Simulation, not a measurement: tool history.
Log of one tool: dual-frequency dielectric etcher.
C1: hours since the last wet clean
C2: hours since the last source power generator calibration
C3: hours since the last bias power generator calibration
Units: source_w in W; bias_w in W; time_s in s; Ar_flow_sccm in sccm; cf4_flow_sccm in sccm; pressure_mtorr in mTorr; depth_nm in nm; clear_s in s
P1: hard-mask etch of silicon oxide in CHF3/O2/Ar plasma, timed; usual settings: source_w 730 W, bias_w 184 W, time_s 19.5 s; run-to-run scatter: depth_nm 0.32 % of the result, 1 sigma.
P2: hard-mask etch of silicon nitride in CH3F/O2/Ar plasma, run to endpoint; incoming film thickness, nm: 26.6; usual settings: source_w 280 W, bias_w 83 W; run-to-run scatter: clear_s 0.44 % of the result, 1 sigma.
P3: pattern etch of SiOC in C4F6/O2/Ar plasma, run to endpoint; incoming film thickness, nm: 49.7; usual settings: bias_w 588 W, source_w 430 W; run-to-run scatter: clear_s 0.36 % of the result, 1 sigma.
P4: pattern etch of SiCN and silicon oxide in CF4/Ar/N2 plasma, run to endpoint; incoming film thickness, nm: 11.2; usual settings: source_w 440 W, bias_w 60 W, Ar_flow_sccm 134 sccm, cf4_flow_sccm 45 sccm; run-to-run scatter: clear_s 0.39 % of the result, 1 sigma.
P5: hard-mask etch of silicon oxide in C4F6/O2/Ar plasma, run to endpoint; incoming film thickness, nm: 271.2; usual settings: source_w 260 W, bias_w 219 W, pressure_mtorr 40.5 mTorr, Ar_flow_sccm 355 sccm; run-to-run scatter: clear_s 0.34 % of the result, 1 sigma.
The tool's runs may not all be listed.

Run 1, day 0.196: process P1, source_w 730 W, bias_w 184 W, time_s 19.5 s; C1 265.1; C2 530.4; C3 1443.3. Result: depth_nm 40.927 nm.
Run 2, day 0.312: process P4, source_w 440 W, bias_w 60 W, Ar_flow_sccm 90 sccm, cf4_flow_sccm 45 sccm; C1 267.9; C2 533.2; C3 1446.1. Result: clear_s 15.420 s.
Run 3, day 0.446: process P1, source_w 730 W, bias_w 145 W, time_s 28.0 s; C1 271.1; C2 536.4; C3 1449.3. Result: depth_nm 54.465 nm.
Run 4, day 0.604: process P2, source_w 280 W, bias_w 62 W; C1 274.9; C2 540.2; C3 1453.1. Result: clear_s 45.729 s.
Run 5, day 0.742: process P2, source_w 380 W, bias_w 83 W; C1 278.2; C2 543.5; C3 1456.4. Result: clear_s 36.886 s.
Run 6, day 0.871: process P5, source_w 330 W, bias_w 219 W, Ar_flow_sccm 355 sccm, pressure_mtorr 40.5 mTorr; C1 281.3; C2 546.6; C3 1459.5. Result: clear_s 91.032 s.
Run 7, day 0.971: process P5, source_w 260 W, bias_w 219 W, Ar_flow_sccm 270 sccm, pressure_mtorr 40.5 mTorr; C1 283.7; C2 549.0; C3 1461.9. Result: clear_s 97.020 s.
Run 8, day 1.138: process P1, source_w 730 W, bias_w 184 W, time_s 25.0 s; C1 287.7; C2 553.0; C3 1465.9. Result: depth_nm 52.489 nm.
Run 9, day 1.283: process P1, source_w 730 W, bias_w 147 W, time_s 19.5 s; C1 291.2; C2 556.5; C3 1469.4. Result: depth_nm 38.026 nm.
Run 10, day 1.375: process P4, source_w 590 W, bias_w 60 W, Ar_flow_sccm 134 sccm, cf4_flow_sccm 45 sccm; C1 293.4; C2 558.7; C3 1471.6. Result: clear_s 12.786 s.
Run 11, day 1.542: process P5, source_w 260 W, bias_w 219 W, Ar_flow_sccm 355 sccm, pressure_mtorr 40.5 mTorr; C1 297.4; C2 562.7; C3 1475.6. Result: clear_s 100.580 s.
Run 12, day 1.696: process P1, source_w 730 W, bias_w 184 W, time_s 19.5 s; C1 301.1; C2 566.4; C3 1479.3. Result: depth_nm 40.637 nm.
Run 13, day 1.850: process P3, source_w 550 W, bias_w 588 W; C1 304.8; C2 570.1; C3 1483.0. Result: clear_s 13.974 s.
Run 14, day 1.942: process P2, source_w 280 W, bias_w 83 W; C1 307.0; C2 572.3; C3 1485.2. Result: clear_s 40.987 s.
Run 15, day 2.083: process P1, source_w 940 W, bias_w 184 W, time_s 19.5 s; C1 310.4; C2 575.7; C3 1488.6. Result: depth_nm 44.767 nm.
At day 2.117: wet clean of the chamber.
Run 16, day 2.196: process P1, source_w 730 W, bias_w 251 W, time_s 19.5 s; C1 1.9; C2 578.4; C3 1491.3. Result: depth_nm 45.640 nm.
Run 17, day 2.379: process P1, source_w 730 W, bias_w 184 W, time_s 19.5 s; C1 6.3; C2 582.8; C3 1495.7. Result: depth_nm 41.063 nm.
Run 18, day 2.542: process P4, source_w 440 W, bias_w 72 W, Ar_flow_sccm 134 sccm, cf4_flow_sccm 45 sccm; C1 10.2; C2 586.7; C3 1499.6. Result: clear_s 15.349 s.
Run 19, day 2.650: process P4, source_w 440 W, bias_w 60 W, Ar_flow_sccm 134 sccm, cf4_flow_sccm 45 sccm; C1 12.8; C2 589.3; C3 1502.2. Result: clear_s 16.582 s.
Run 20, day 2.754: process P5, source_w 260 W, bias_w 219 W, Ar_flow_sccm 355 sccm, pressure_mtorr 54.0 mTorr; C1 15.3; C2 591.8; C3 1504.7. Result: clear_s 103.860 s.
Run 21, day 2.888: process P1, source_w 610 W, bias_w 115 W, time_s 19.5 s; C1 18.5; C2 595.0; C3 1507.9. Result: depth_nm 32.809 nm.
At day 2.983: source power generator calibrated.
Run 22, day 3.046: process P1, source_w 730 W, bias_w 149 W, time_s 27.5 s; C1 22.3; C2 1.5; C3 1511.7. Result: depth_nm 53.736 nm.
Run 23, day 3.229: process P1, source_w 730 W, bias_w 184 W, time_s 19.5 s; C1 26.7; C2 5.9; C3 1516.1. Result: depth_nm 40.949 nm.
Run 24, day 3.412: process P1, source_w 730 W, bias_w 184 W, time_s 19.5 s; C1 31.1; C2 10.3; C3 1520.5. Result: depth_nm 40.956 nm.
Run 25, day 3.538: process P3, source_w 430 W, bias_w 588 W; C1 34.1; C2 13.3; C3 1523.5. Result: clear_s 15.149 s.
Run 26, day 3.658: process P3, source_w 430 W, bias_w 759 W; C1 37.0; C2 16.2; C3 1526.4. Result: clear_s 13.741 s.
Run 27, day 3.746: process P5, source_w 260 W, bias_w 164 W, Ar_flow_sccm 355 sccm, pressure_mtorr 40.5 mTorr; C1 39.1; C2 18.3; C3 1528.5. Result: clear_s 110.040 s.
Run 28, day 3.900: process P1, source_w 730 W, bias_w 184 W, time_s 19.5 s; C1 42.8; C2 22.0; C3 1532.2. Result: depth_nm 40.937 nm.
Run 29, day 4.079: process P1, source_w 510 W, bias_w 184 W, time_s 19.5 s; C1 47.1; C2 26.3; C3 1536.5. Result: depth_nm 35.741 nm.
Run 30, day 4.217: process P4, source_w 440 W, bias_w 60 W, Ar_flow_sccm 134 sccm, cf4_flow_sccm 28 sccm; C1 50.4; C2 29.6; C3 1539.8. Result: clear_s 18.016 s.
Run 31, day 4.400: process P5, source_w 260 W, bias_w 219 W, Ar_flow_sccm 355 sccm, pressure_mtorr 40.5 mTorr; C1 54.8; C2 34.0; C3 1544.2. Result: clear_s 100.350 s.

Run 32 comes next. What will it give?
Run 32, day 4.554: process P1, source_w 730 W, bias_w 184 W, time_s 12.5 s; C1 58.5; C2 37.7; C3 1547.9. Result: depth_nm ?.

Run 32 gave depth_nm 26.276 nm.

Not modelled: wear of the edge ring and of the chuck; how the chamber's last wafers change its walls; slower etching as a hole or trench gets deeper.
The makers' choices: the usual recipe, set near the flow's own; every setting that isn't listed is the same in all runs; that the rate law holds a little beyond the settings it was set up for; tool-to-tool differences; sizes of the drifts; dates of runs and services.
